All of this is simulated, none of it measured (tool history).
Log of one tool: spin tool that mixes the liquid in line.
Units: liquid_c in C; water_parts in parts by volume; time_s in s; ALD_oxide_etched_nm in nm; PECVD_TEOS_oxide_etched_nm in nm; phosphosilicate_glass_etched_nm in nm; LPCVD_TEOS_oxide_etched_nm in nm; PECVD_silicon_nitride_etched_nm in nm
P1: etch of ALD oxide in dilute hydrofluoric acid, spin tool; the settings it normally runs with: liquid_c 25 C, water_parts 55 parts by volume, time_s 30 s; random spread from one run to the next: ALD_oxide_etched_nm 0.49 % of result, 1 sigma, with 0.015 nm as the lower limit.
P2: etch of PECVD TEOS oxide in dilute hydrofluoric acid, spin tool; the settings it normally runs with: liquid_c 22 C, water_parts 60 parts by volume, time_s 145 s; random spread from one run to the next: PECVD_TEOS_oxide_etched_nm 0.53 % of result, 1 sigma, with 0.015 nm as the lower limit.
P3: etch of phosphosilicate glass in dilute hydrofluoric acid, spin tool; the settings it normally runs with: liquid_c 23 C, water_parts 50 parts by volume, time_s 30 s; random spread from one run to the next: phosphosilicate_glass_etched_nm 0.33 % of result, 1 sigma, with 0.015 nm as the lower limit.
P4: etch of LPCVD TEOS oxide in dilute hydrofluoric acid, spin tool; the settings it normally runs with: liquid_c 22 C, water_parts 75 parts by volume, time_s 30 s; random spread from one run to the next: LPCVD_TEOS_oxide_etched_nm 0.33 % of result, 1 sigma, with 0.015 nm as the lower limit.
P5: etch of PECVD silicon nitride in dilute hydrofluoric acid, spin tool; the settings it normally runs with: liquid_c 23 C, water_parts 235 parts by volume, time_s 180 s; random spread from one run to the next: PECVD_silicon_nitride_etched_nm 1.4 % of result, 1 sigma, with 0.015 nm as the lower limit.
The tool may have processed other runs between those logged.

run     day  process  liquid_c  water_parts  time_s  ALD_oxide_etched_nm  PECVD_TEOS_oxide_etched_nm  phosphosilicate_glass_etched_nm  LPCVD_TEOS_oxide_etched_nm  PECVD_silicon_nitride_etched_nm
  1   0.538       P1        25           55      30               8.5276
  2   0.921       P1        25           55      60               17.104
  3   1.446       P2        22           60     145                                           28.088
  4   2.042       P1        25           55      30               8.4957
  5   2.358       P3        23           50      30                                                                            37.154
  6   2.888       P3        23           25      30                                                                            76.039
  7   3.342       P4        28           75      30                                                                                                         21.41
  8   3.912       P4        22           75      60                                                                                                        33.693
  9   4.462       P1        25           85      30                5.281
 10   4.917       P1        25           55      15               4.2711
 11    5.35       P2      26.5           60     145                                           33.875
 12   5.662       P1        32           55      15               5.6001
 13   6.042       P1        25           55      30               8.5363
 14   6.675       P1        25           55      30               8.4908
 15     7.2       P5        30          235     180                                                                                                                                         2.7564
 16   7.754       P3        28           50      30                                                                            45.274
 17   8.262       P5        23           35     180                                                                                                                                         11.518
 18   8.675       P1        19           55      30                6.669
 19   9.133       P1        25           90      45               7.5522
 20   9.717       P1      29.5           55      30               10.244
 21  10.188       P2        22          100     145                                           16.137
 22  10.538       P4        22          105      30                                                                                                        11.638
 23  10.988       P1        25           20      15               12.256
 24  11.542       P4        22           75      30                                                                                                        16.977
 25  11.929       P3        23           50      30                                                                            36.852
 26  12.375       P1        25           30      30               16.231
 27  12.888       P3        23           50      15                                                                            18.556
 28  13.512       P2        22           60     210                                           40.804
 29  14.038       P1        25           55      30               8.4539
 30  14.438       P5        23          235     180                                                                                                                                         1.7733
 31  14.729       P5        23          235      40                                                                                                                                        0.38519
 32  15.133       P1        25           55      30               8.5227
 33  15.771       P1        25           55      30               8.0854
 34  16.338       P1        25           55      30               7.8969
 35  16.804       P1        25           55      30               7.8113
 36  17.175       P1        25           55      30               7.7627
 37  17.517       P1        25           55      30               7.7091
 38    18.1       P1        25           55      30               7.7286

Something has made what P1 gives creep away from where it was; the 2 causes below, each at its own stated size, fit the log equally well:
A: liquid colder than its thermometer reads (K) = 2.44
B: hydrofluoric acid flow below the setpoint (%) = 8.86
The process output started creeping at around day 15.133.

Each of the check runs listed below is run on 5 wafers and reports their average, with the results left as question marks. Pick the one under which the possible causes would lead to clearly different results.
check 1  18.683       P2        22           60     145                                                ?
check 2  18.683       P3        23           50      30                                                                                 ?
check 3  18.683       P5        23          235     180                                                                                                                                              ?
check 4  18.683       P4        22           75      30                                                                                                             ?

If the cause were each of the candidates in turn, the checks would give the following:
  check                           result    if A    if B
check 1       PECVD_TEOS_oxide_etched_nm  25.355  25.413
check 2  phosphosilicate_glass_etched_nm    33.4  33.506
check 3  PECVD_silicon_nitride_etched_nm  1.5271  1.6284
check 4       LPCVD_TEOS_oxide_etched_nm  15.261  15.255
Per check, the gap between the least separated pair of causes, taken in the result that splits them most: check 1 0.23 %; check 2 0.32 %; check 3 6.42 %; check 4 0.04 %
Check 3 is the one run that separates the causes; every other check would come out nearly the same whichever cause is at work.

With check 3 done, the readings were: PECVD_silicon_nitride_etched_nm 1.6364 nm. Identify which of the listed causes applies.

It is B: hydrofluoric acid flow below the setpoint (%).
